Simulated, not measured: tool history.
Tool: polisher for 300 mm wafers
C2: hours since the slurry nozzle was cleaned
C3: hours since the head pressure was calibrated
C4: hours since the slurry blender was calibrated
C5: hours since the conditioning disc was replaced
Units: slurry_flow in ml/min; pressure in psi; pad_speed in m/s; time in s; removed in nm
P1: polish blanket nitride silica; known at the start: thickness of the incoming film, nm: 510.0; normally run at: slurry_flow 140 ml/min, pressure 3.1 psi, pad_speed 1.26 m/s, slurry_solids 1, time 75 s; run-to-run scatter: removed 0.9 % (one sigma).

Run 1, day 0.271: slurry_flow 140 ml/min, pressure 3.1 psi, pad_speed 1.26 m/s, slurry_solids 1, time 75 s; wafers polished on this pad 273; C2 154.5; C3 757; C4 64.5; C5 219.6. Result: removed 39.985 nm.
Run 2, day 0.479: slurry_flow 140 ml/min, pressure 1.7 psi, pad_speed 1.26 m/s, slurry_solids 0.6, time 75 s; wafers polished on this pad 333; C2 159.5; C3 762; C4 69.5; C5 224.6. Result: removed 17.129 nm.
Run 3, day 0.838: slurry_flow 140 ml/min, pressure 3.1 psi, pad_speed 1.26 m/s, slurry_solids 1, time 115 s; wafers polished on this pad 436; C2 168.1; C3 770.6; C4 78.1; C5 233.2. Result: removed 61.905 nm.
Run 4, day 1.246: slurry_flow 140 ml/min, pressure 3.1 psi, pad_speed 0.56 m/s, slurry_solids 1, time 75 s; wafers polished on this pad 553; C2 177.9; C3 780.4; C4 87.9; C5 243. Result: removed 21.164 nm.
Run 5, day 1.462: slurry_flow 140 ml/min, pressure 4.5 psi, pad_speed 1.74 m/s, slurry_solids 1, time 75 s; wafers polished on this pad 615; C2 183.1; C3 785.6; C4 93.1; C5 248.2. Result: removed 75.396 nm.
Run 6, day 1.675: slurry_flow 85 ml/min, pressure 3.1 psi, pad_speed 1.26 m/s, slurry_solids 1, time 75 s; wafers polished on this pad 676; C2 188.2; C3 790.7; C4 98.2; C5 253.3. Result: removed 35.914 nm.
Run 7, day 1.958: slurry_flow 95 ml/min, pressure 3.1 psi, pad_speed 1.78 m/s, slurry_solids 1, time 75 s; wafers polished on this pad 757; C2 195; C3 797.5; C4 105; C5 260.1. Result: removed 48.395 nm.
Run 8, day 2.2: slurry_flow 140 ml/min, pressure 2 psi, pad_speed 1.26 m/s, slurry_solids 1, time 75 s; wafers polished on this pad 827; C2 200.8; C3 803.3; C4 110.8; C5 265.9. Result: removed 25.731 nm.
Run 9, day 2.596: slurry_flow 140 ml/min, pressure 3.1 psi, pad_speed 1.26 m/s, slurry_solids 0.65, time 75 s; wafers polished on this pad 940; C2 210.3; C3 812.8; C4 120.3; C5 275.4. Result: removed 31.974 nm.
Run 10, day 2.808: slurry_flow 215 ml/min, pressure 3.1 psi, pad_speed 1.26 m/s, slurry_solids 1, time 75 s; wafers polished on this pad 1001; C2 215.4; C3 817.9; C4 125.4; C5 280.5. Result: removed 43.319 nm.
Run 11, day 3.117: slurry_flow 140 ml/min, pressure 3.1 psi, pad_speed 1.26 m/s, slurry_solids 1, time 75 s; wafers polished on this pad 1089; C2 222.8; C3 825.3; C4 132.8; C5 287.9. Result: removed 40.739 nm.
Run 12, day 3.383: slurry_flow 140 ml/min, pressure 3.1 psi, pad_speed 1.26 m/s, slurry_solids 1, time 34 s; wafers polished on this pad 1166; C2 229.2; C3 831.7; C4 139.2; C5 294.3. Result: removed 18.626 nm.
Run 13, day 3.671: slurry_flow 140 ml/min, pressure 3.1 psi, pad_speed 2 m/s, slurry_solids 1, time 75 s; wafers polished on this pad 1248; C2 236.1; C3 838.6; C4 146.1; C5 301.2. Result: removed 58.062 nm.
Run 14, day 3.979: slurry_flow 140 ml/min, pressure 3.1 psi, pad_speed 1.26 m/s, slurry_solids 1, time 75 s; wafers polished on this pad 1337; C2 243.5; C3 846; C4 153.5; C5 308.6. Result: removed 40.635 nm.
Run 15, day 4.283: slurry_flow 140 ml/min, pressure 3.1 psi, pad_speed 1.26 m/s, slurry_solids 1, time 75 s; wafers polished on this pad 1424; C2 250.8; C3 853.3; C4 160.8; C5 315.9. Result: removed 40.619 nm.
Run 16, day 4.604: slurry_flow 140 ml/min, pressure 4.9 psi, pad_speed 1.26 m/s, slurry_solids 1, time 75 s; wafers polished on this pad 1516; C2 258.5; C3 861; C4 168.5; C5 323.6. Result: removed 64.444 nm.
Run 17, day 4.942: slurry_flow 140 ml/min, pressure 3.1 psi, pad_speed 1.26 m/s, slurry_solids 1.4, time 75 s; wafers polished on this pad 1613; C2 266.6; C3 869.1; C4 176.6; C5 331.7. Result: removed 46.317 nm.
Run 18, day 5.271: slurry_flow 140 ml/min, pressure 3.1 psi, pad_speed 1.26 m/s, slurry_solids 1, time 75 s; wafers polished on this pad 1707; C2 274.5; C3 877; C4 184.5; C5 339.6. Result: removed 39.927 nm.
Run 19, day 5.529: slurry_flow 140 ml/min, pressure 3.1 psi, pad_speed 1.26 m/s, slurry_solids 1, time 75 s; wafers polished on this pad 1781; C2 280.7; C3 883.2; C4 190.7; C5 345.8. Result: removed 40.099 nm.

Forecast run 20:
Run 20, day 5.925: slurry_flow 140 ml/min, pressure 3.1 psi, pad_speed 1.26 m/s, slurry_solids 1, time 75 s; wafers polished on this pad 1895; C2 290.2; C3 892.7; C4 200.2; C5 355.3. Result: removed ?.

{"run 20": {"removed": 38.216}}

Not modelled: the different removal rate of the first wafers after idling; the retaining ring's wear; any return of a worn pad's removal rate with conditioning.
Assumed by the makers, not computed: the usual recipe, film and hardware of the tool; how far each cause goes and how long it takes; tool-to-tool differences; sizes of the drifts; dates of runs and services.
